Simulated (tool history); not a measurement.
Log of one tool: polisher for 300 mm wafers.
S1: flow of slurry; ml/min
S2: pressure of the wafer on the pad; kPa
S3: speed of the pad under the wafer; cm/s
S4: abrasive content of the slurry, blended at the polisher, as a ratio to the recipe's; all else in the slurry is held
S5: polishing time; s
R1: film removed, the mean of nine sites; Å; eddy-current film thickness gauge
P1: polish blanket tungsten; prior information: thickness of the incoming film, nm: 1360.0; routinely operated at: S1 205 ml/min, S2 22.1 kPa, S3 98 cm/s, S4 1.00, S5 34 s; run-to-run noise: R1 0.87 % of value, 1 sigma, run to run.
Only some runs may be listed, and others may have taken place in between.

{"run": 1, "hour": 3.2, "S1": 205, "S2": 22.1, "S3": 98, "S4": 1.0, "S5": 34, "R1": 1653.8}
{"run": 2, "hour": 8.1, "S1": 205, "S2": 22.1, "S3": 98, "S4": 1.0, "S5": 53, "R1": 2593.1}
{"run": 3, "hour": 12.4, "S1": 270, "S2": 22.1, "S3": 98, "S4": 1.0, "S5": 34, "R1": 1707.4}
{"run": 4, "hour": 15.8, "S1": 125, "S2": 22.1, "S3": 98, "S4": 1.0, "S5": 34, "R1": 1511.0}
{"run": 5, "hour": 19.9, "S1": 205, "S2": 12.4, "S3": 68, "S4": 1.0, "S5": 34, "R1": 636.95}
{"run": 6, "hour": 23.1, "S1": 205, "S2": 15.2, "S3": 98, "S4": 1.0, "S5": 34, "R1": 1147.2}
{"hour": 27.0, "done": "slurry blender recalibrated"}
{"run": 7, "hour": 27.3, "S1": 205, "S2": 22.1, "S3": 54, "S4": 1.0, "S5": 34, "R1": 911.5}
{"run": 8, "hour": 31.0, "S1": 205, "S2": 22.1, "S3": 98, "S4": 1.0, "S5": 34, "R1": 1646.0}
{"run": 9, "hour": 36.8, "S1": 205, "S2": 22.1, "S3": 98, "S4": 1.45, "S5": 34, "R1": 1809.6}
{"run": 10, "hour": 41.2, "S1": 205, "S2": 22.1, "S3": 154, "S4": 1.0, "S5": 34, "R1": 2614.8}
{"run": 11, "hour": 46.1, "S1": 205, "S2": 22.1, "S3": 98, "S4": 1.0, "S5": 34, "R1": 1639.4}
{"run": 12, "hour": 50.3, "S1": 205, "S2": 22.1, "S3": 98, "S4": 1.0, "S5": 34, "R1": 1644.4}
{"run": 13, "hour": 56.2, "S1": 205, "S2": 22.1, "S3": 72, "S4": 1.0, "S5": 48, "R1": 1708.3}
{"run": 14, "hour": 61.9, "S1": 205, "S2": 31.7, "S3": 98, "S4": 1.0, "S5": 34, "R1": 2391.5}
{"run": 15, "hour": 67.4, "S1": 205, "S2": 22.1, "S3": 98, "S4": 1.0, "S5": 24, "R1": 1163.1}
{"run": 16, "hour": 71.8, "S1": 205, "S2": 22.1, "S3": 58, "S4": 1.0, "S5": 19, "R1": 541.1}
{"run": 17, "hour": 78.3, "S1": 205, "S2": 22.1, "S3": 98, "S4": 0.55, "S5": 34, "R1": 1416.2}
{"run": 18, "hour": 83.7, "S1": 205, "S2": 22.1, "S3": 98, "S4": 1.0, "S5": 34, "R1": 1643.4}

Forecast run 19:
{"run": 19, "hour": 87.7, "S1": 205, "S2": 22.1, "S3": 98, "S4": 1.0, "S5": 34, "R1": "?"}

{"run 19": {"R1": 1612.0}}
